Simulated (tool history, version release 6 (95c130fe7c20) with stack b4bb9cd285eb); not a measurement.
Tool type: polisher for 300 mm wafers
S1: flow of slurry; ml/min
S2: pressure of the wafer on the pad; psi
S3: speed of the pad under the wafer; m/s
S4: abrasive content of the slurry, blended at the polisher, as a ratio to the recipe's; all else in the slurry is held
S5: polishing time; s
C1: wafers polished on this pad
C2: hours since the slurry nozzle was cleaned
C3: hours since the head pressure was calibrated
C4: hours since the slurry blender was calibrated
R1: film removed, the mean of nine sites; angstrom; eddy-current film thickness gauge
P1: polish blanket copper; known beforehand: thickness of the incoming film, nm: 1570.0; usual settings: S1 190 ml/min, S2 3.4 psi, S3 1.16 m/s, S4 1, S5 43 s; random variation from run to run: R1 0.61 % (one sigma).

| run | hour | S1 | S2 | S3 | S4 | S5 | C1 | C2 | C3 | C4 | R1 |
|---|---|---|---|---|---|---|---|---|---|---|---|
| 1 | 8.4 | 190 | 3.4 | 1.16 | 1 | 43 | 303 | 339.9 | 159.6 | 153.3 | 1751.8 |
| 2 | 19.2 | 190 | 3.4 | 1.16 | 0.65 | 43 | 388 | 350.7 | 170.4 | 164.1 | 1600.1 |
| 3 | 27.8 | 190 | 3.4 | 1.16 | 1 | 43 | 456 | 359.3 | 179 | 172.7 | 1743.8 |
| 4 | 35.8 | 115 | 3.4 | 1.16 | 1 | 43 | 518 | 367.3 | 187 | 180.7 | 1598.4 |
| 5 | 40.8 | 120 | 3.4 | 1.16 | 1 | 27 | 557 | 372.3 | 192 | 185.7 | 1012.5 |
|  | 44.6 | head pressure recalibrated |
| 6 | 49.4 | 190 | 3.4 | 1.16 | 1 | 43 | 625 | 380.9 | 4.8 | 194.3 | 1754.7 |
| 7 | 54.7 | 190 | 3.4 | 1.66 | 1 | 43 | 666 | 386.2 | 10.1 | 199.6 | 2490.3 |
| 8 | 59.5 | 190 | 3.4 | 0.8 | 0.8 | 43 | 704 | 391 | 14.9 | 204.4 | 1144.2 |
| 9 | 67 | 245 | 4.2 | 1.16 | 1 | 43 | 763 | 398.5 | 22.4 | 211.9 | 2256.1 |
| 10 | 77.2 | 190 | 5.2 | 1.16 | 1 | 43 | 843 | 408.7 | 32.6 | 222.1 | 2660.3 |
| 11 | 82.5 | 190 | 3.4 | 0.52 | 1 | 43 | 884 | 414 | 37.9 | 227.4 | 785.16 |
| 12 | 88.7 | 190 | 3.4 | 1.16 | 1.35 | 43 | 933 | 420.2 | 44.1 | 233.6 | 1870.2 |
| 13 | 96.8 | 290 | 3.4 | 1.16 | 1 | 43 | 996 | 428.3 | 52.2 | 241.7 | 1832.2 |
| 14 | 106.5 | 190 | 1.6 | 1.16 | 1 | 43 | 1072 | 438 | 61.9 | 251.4 | 829.07 |
| 15 | 116.8 | 190 | 3.4 | 1.16 | 1 | 43 | 1153 | 448.3 | 72.2 | 261.7 | 1734.9 |
| 16 | 127.8 | 190 | 3.4 | 1.16 | 1 | 43 | 1239 | 459.3 | 83.2 | 272.7 | 1742 |
| 17 | 136 | 190 | 3.4 | 1.16 | 1 | 58 | 1304 | 467.5 | 91.4 | 280.9 | 2370.3 |
| 18 | 142.1 | 190 | 3.4 | 1.16 | 1 | 21 | 1351 | 473.6 | 97.5 | 287 | 867.03 |

Estimate the outcome of run 19 from the log above:
| 19 | 148 | 190 | 3.4 | 1.16 | 1 | 43 | 1398 | 479.5 | 103.4 | 292.9 | ? |

{"run 19": {"R1": 1749.3}}
